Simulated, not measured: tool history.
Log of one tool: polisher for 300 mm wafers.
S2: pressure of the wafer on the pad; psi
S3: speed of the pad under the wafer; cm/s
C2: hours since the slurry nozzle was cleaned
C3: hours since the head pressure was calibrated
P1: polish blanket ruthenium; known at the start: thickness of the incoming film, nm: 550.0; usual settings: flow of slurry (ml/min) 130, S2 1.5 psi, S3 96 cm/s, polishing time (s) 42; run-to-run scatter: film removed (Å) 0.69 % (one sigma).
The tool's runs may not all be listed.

{"run": 1, "day": 0.525, "flow of slurry (ml/min)": 130, "S2": 1.5, "S3": 96, "polishing time (s)": 42, "wafers polished on this pad": 416, "C2": 45.1, "C3": 358.4, "film removed (Å)": 325.89}
{"run": 2, "day": 0.888, "flow of slurry (ml/min)": 130, "S2": 1.5, "S3": 96, "polishing time (s)": 42, "wafers polished on this pad": 487, "C2": 53.8, "C3": 367.1, "film removed (Å)": 325.68}
{"run": 3, "day": 1.312, "flow of slurry (ml/min)": 130, "S2": 2.3, "S3": 96, "polishing time (s)": 42, "wafers polished on this pad": 570, "C2": 64.0, "C3": 377.3, "film removed (Å)": 495.77}
{"day": 1.629, "done": "worn pad replaced by a new one"}
{"run": 4, "day": 1.808, "flow of slurry (ml/min)": 130, "S2": 0.8, "S3": 96, "polishing time (s)": 42, "wafers polished on this pad": 35, "C2": 75.9, "C3": 389.2, "film removed (Å)": 173.78}
{"run": 5, "day": 2.096, "flow of slurry (ml/min)": 130, "S2": 1.5, "S3": 96, "polishing time (s)": 20, "wafers polished on this pad": 91, "C2": 82.8, "C3": 396.1, "film removed (Å)": 152.72}
{"run": 6, "day": 2.483, "flow of slurry (ml/min)": 170, "S2": 1.5, "S3": 96, "polishing time (s)": 42, "wafers polished on this pad": 167, "C2": 92.1, "C3": 405.4, "film removed (Å)": 340.4}
{"run": 7, "day": 3.05, "flow of slurry (ml/min)": 95, "S2": 1.5, "S3": 96, "polishing time (s)": 23, "wafers polished on this pad": 278, "C2": 105.7, "C3": 419.0, "film removed (Å)": 165.21}
{"run": 8, "day": 3.558, "flow of slurry (ml/min)": 80, "S2": 1.5, "S3": 96, "polishing time (s)": 42, "wafers polished on this pad": 377, "C2": 117.9, "C3": 431.2, "film removed (Å)": 285.0}
{"run": 9, "day": 3.808, "flow of slurry (ml/min)": 130, "S2": 1.5, "S3": 96, "polishing time (s)": 42, "wafers polished on this pad": 426, "C2": 123.9, "C3": 437.2, "film removed (Å)": 325.23}
{"run": 10, "day": 4.225, "flow of slurry (ml/min)": 130, "S2": 1.5, "S3": 96, "polishing time (s)": 62, "wafers polished on this pad": 507, "C2": 133.9, "C3": 447.2, "film removed (Å)": 484.22}
{"run": 11, "day": 4.517, "flow of slurry (ml/min)": 130, "S2": 1.5, "S3": 96, "polishing time (s)": 42, "wafers polished on this pad": 564, "C2": 140.9, "C3": 454.2, "film removed (Å)": 327.85}
{"run": 12, "day": 4.875, "flow of slurry (ml/min)": 130, "S2": 1.5, "S3": 150, "polishing time (s)": 42, "wafers polished on this pad": 634, "C2": 149.5, "C3": 462.8, "film removed (Å)": 508.08}
{"run": 13, "day": 5.238, "flow of slurry (ml/min)": 130, "S2": 1.5, "S3": 44, "polishing time (s)": 42, "wafers polished on this pad": 705, "C2": 158.2, "C3": 471.5, "film removed (Å)": 149.69}
{"run": 14, "day": 5.629, "flow of slurry (ml/min)": 130, "S2": 1.5, "S3": 118, "polishing time (s)": 52, "wafers polished on this pad": 782, "C2": 167.6, "C3": 480.9, "film removed (Å)": 490.78}
{"run": 15, "day": 6.112, "flow of slurry (ml/min)": 130, "S2": 1.5, "S3": 96, "polishing time (s)": 42, "wafers polished on this pad": 876, "C2": 179.2, "C3": 492.5, "film removed (Å)": 326.83}

The next listed run, before its measurement:
{"run": 16, "day": 6.454, "flow of slurry (ml/min)": 130, "S2": 1.5, "S3": 96, "polishing time (s)": 42, "wafers polished on this pad": 943, "C2": 187.4, "C3": 500.7, "film removed (Å)": "?"}

Run 16 gave film removed (Å) 322.44.
